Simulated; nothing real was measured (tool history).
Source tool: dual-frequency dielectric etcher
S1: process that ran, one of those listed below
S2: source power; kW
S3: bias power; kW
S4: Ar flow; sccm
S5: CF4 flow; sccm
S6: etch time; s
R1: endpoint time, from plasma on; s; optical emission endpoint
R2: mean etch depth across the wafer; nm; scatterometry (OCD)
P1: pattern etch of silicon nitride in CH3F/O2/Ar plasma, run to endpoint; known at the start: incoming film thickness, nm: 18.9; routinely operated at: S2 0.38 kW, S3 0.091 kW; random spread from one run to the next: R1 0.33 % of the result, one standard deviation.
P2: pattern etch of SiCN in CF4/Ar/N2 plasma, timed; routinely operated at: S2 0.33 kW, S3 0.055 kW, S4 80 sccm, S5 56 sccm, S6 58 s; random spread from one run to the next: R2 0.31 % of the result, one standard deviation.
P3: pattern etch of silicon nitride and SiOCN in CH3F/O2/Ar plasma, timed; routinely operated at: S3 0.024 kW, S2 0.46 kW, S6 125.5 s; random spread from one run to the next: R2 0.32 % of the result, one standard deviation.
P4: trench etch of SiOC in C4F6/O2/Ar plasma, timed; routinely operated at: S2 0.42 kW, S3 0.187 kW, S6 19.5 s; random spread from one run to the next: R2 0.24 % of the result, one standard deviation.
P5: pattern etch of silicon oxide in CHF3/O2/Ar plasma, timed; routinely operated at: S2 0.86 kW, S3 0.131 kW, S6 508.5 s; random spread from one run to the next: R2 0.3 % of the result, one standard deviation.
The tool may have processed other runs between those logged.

Run 1, day 0.446: S1 P1, S2 0.38 kW, S3 0.091 kW. Result: R1 26.544 s.
Run 2, day 0.925: S1 P1, S2 0.38 kW, S3 0.091 kW. Result: R1 26.698 s.
Run 3, day 1.212: S1 P2, S2 0.2 kW, S3 0.055 kW, S4 80 sccm, S5 56 sccm, S6 58 s. Result: R2 22.322 nm.
At day 1.329: source power generator calibrated.
Run 4, day 1.633: S1 P1, S2 0.52 kW, S3 0.091 kW. Result: R1 23.672 s.
Run 5, day 1.967: S1 P1, S2 0.38 kW, S3 0.091 kW. Result: R1 26.64 s.
Run 6, day 2.3: S1 P1, S2 0.38 kW, S3 0.073 kW. Result: R1 28.84 s.
Run 7, day 2.767: S1 P5, S2 1.17 kW, S3 0.131 kW, S6 508.5 s. Result: R2 1192.8 nm.
Run 8, day 3: S1 P4, S2 0.42 kW, S3 0.187 kW, S6 19.5 s. Result: R2 41.52 nm.
Run 9, day 3.433: S1 P3, S2 0.46 kW, S3 0.015 kW, S6 125.5 s. Result: R2 15.084 nm.
Run 10, day 3.696: S1 P2, S2 0.33 kW, S3 0.055 kW, S4 80 sccm, S5 56 sccm, S6 76 s. Result: R2 45.048 nm.
Run 11, day 3.962: S1 P3, S2 0.46 kW, S3 0.024 kW, S6 125.5 s. Result: R2 18.391 nm.
Run 12, day 4.438: S1 P5, S2 0.86 kW, S3 0.131 kW, S6 508.5 s. Result: R2 1056.8 nm.
Run 13, day 4.929: S1 P3, S2 0.46 kW, S3 0.024 kW, S6 69 s. Result: R2 10.084 nm.
Run 14, day 5.179: S1 P5, S2 0.86 kW, S3 0.173 kW, S6 508.5 s. Result: R2 1160 nm.
Run 15, day 5.558: S1 P5, S2 0.86 kW, S3 0.131 kW, S6 279.5 s. Result: R2 581.83 nm.
Run 16, day 5.783: S1 P2, S2 0.33 kW, S3 0.055 kW, S4 80 sccm, S5 79 sccm, S6 58 s. Result: R2 36.259 nm.
Run 17, day 6.258: S1 P2, S2 0.33 kW, S3 0.078 kW, S4 80 sccm, S5 56 sccm, S6 58 s. Result: R2 39.003 nm.
Run 18, day 6.512: S1 P2, S2 0.33 kW, S3 0.055 kW, S4 80 sccm, S5 56 sccm, S6 58 s. Result: R2 34.469 nm.
Run 19, day 6.858: S1 P1, S2 0.38 kW, S3 0.091 kW. Result: R1 26.619 s.
Run 20, day 7.329: S1 P4, S2 0.42 kW, S3 0.255 kW, S6 19.5 s. Result: R2 45.923 nm.
Run 21, day 7.654: S1 P2, S2 0.33 kW, S3 0.055 kW, S4 104 sccm, S5 56 sccm, S6 58 s. Result: R2 32.991 nm.
Run 22, day 7.892: S1 P4, S2 0.29 kW, S3 0.187 kW, S6 19.5 s. Result: R2 36.023 nm.
Run 23, day 8.329: S1 P1, S2 0.38 kW, S3 0.091 kW. Result: R1 26.634 s.
Run 24, day 8.829: S1 P4, S2 0.42 kW, S3 0.187 kW, S6 10.5 s. Result: R2 22.346 nm.
Run 25, day 9.158: S1 P3, S2 0.33 kW, S3 0.024 kW, S6 125.5 s. Result: R2 16.426 nm.
Run 26, day 9.462: S1 P1, S2 0.45 kW, S3 0.113 kW. Result: R1 23.017 s.
Run 27, day 9.95: S1 P1, S2 0.28 kW, S3 0.091 kW. Result: R1 29.823 s.
Run 28, day 10.358: S1 P1, S2 0.38 kW, S3 0.126 kW. Result: R1 23.411 s.
Run 29, day 10.792: S1 P1, S2 0.38 kW, S3 0.091 kW. Result: R1 26.563 s.
Run 30, day 11.212: S1 P1, S2 0.38 kW, S3 0.091 kW. Result: R1 26.622 s.
Run 31, day 11.712: S1 P1, S2 0.38 kW, S3 0.091 kW. Result: R1 26.678 s.
Run 32, day 12.221: S1 P1, S2 0.38 kW, S3 0.091 kW. Result: R1 26.774 s.
Run 33, day 12.454: S1 P1, S2 0.38 kW, S3 0.091 kW. Result: R1 26.888 s.
At day 12.567: wet clean of the chamber.
Run 34, day 12.942: S1 P1, S2 0.38 kW, S3 0.091 kW. Result: R1 27.097 s.
Run 35, day 13.408: S1 P1, S2 0.38 kW, S3 0.091 kW. Result: R1 26.881 s.
Run 36, day 13.671: S1 P1, S2 0.38 kW, S3 0.091 kW. Result: R1 26.927 s.
Run 37, day 14.108: S1 P1, S2 0.38 kW, S3 0.091 kW. Result: R1 27.043 s.

Run 38 has not been measured yet. What should we expect?
Run 38, day 14.579: S1 P1, S2 0.38 kW, S3 0.091 kW. Result: R1 ?.

R1: 27.02 s
